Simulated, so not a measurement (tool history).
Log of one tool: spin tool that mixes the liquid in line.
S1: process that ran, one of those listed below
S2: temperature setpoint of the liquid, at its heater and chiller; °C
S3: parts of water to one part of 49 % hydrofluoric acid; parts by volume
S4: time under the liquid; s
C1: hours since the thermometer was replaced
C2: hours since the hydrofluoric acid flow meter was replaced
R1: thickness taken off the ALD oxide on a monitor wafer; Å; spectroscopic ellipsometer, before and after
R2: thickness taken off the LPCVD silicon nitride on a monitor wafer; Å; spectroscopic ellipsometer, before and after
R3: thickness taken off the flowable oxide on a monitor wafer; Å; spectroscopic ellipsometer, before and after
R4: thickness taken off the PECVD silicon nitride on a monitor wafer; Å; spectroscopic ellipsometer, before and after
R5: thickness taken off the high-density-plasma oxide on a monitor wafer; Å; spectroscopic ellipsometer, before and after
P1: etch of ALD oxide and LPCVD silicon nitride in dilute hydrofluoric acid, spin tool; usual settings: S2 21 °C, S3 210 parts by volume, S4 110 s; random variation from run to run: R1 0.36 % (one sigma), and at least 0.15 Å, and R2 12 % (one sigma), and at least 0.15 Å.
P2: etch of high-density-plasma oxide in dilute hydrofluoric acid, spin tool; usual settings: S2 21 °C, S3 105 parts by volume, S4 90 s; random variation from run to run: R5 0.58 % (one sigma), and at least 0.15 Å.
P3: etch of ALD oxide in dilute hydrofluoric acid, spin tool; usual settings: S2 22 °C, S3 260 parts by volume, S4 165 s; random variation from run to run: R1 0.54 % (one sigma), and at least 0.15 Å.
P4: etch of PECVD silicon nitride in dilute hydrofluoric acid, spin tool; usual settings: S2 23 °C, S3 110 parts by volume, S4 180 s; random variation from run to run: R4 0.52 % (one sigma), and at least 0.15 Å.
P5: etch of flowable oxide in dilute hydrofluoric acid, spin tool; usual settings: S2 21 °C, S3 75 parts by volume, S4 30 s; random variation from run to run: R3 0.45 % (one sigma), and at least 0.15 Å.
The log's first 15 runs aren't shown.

{"run": 16, "hour": 201.3, "S1": "P4", "S2": 23, "S3": 110, "S4": 180, "C1": 359.7, "C2": 77, "R4": 47.949}
{"run": 17, "hour": 211.4, "S1": "P1", "S2": 21, "S3": 210, "S4": 110, "C1": 369.8, "C2": 87.1, "R1": 91.812, "R2": 2.3386}
{"run": 18, "hour": 223.5, "S1": "P2", "S2": 21, "S3": 105, "S4": 90, "C1": 381.9, "C2": 99.2, "R5": 44.402}
{"run": 19, "hour": 235.6, "S1": "P5", "S2": 21, "S3": 110, "S4": 30, "C1": 394, "C2": 111.3, "R3": 49.551}
{"run": 20, "hour": 245.6, "S1": "P1", "S2": 28, "S3": 210, "S4": 180, "C1": 404, "C2": 121.3, "R1": 195.45, "R2": 5.9919}
{"run": 21, "hour": 261.5, "S1": "P4", "S2": 23, "S3": 200, "S4": 180, "C1": 419.9, "C2": 137.2, "R4": 26.434}
{"run": 22, "hour": 272.5, "S1": "P3", "S2": 22, "S3": 260, "S4": 165, "C1": 430.9, "C2": 148.2, "R1": 78.018}
{"run": 23, "hour": 282.8, "S1": "P2", "S2": 26, "S3": 105, "S4": 90, "C1": 441.2, "C2": 158.5, "R5": 54.558}
{"run": 24, "hour": 292.8, "S1": "P4", "S2": 28.5, "S3": 110, "S4": 180, "C1": 451.2, "C2": 168.5, "R4": 67.664}
{"run": 25, "hour": 308.6, "S1": "P3", "S2": 18, "S3": 260, "S4": 165, "C1": 467, "C2": 184.3, "R1": 66.67}
{"run": 26, "hour": 326.4, "S1": "P1", "S2": 25, "S3": 210, "S4": 110, "C1": 484.8, "C2": 202.1, "R1": 107.13, "R2": 3.2555}
{"run": 27, "hour": 342.4, "S1": "P2", "S2": 21, "S3": 170, "S4": 90, "C1": 500.8, "C2": 218.1, "R5": 25.306}

The next listed run, before its measurement:
{"run": 28, "hour": 355.8, "S1": "P5", "S2": 21, "S3": 75, "S4": 30, "C1": 514.2, "C2": 231.5, "R3": "?"}

R3: 76.348 Å

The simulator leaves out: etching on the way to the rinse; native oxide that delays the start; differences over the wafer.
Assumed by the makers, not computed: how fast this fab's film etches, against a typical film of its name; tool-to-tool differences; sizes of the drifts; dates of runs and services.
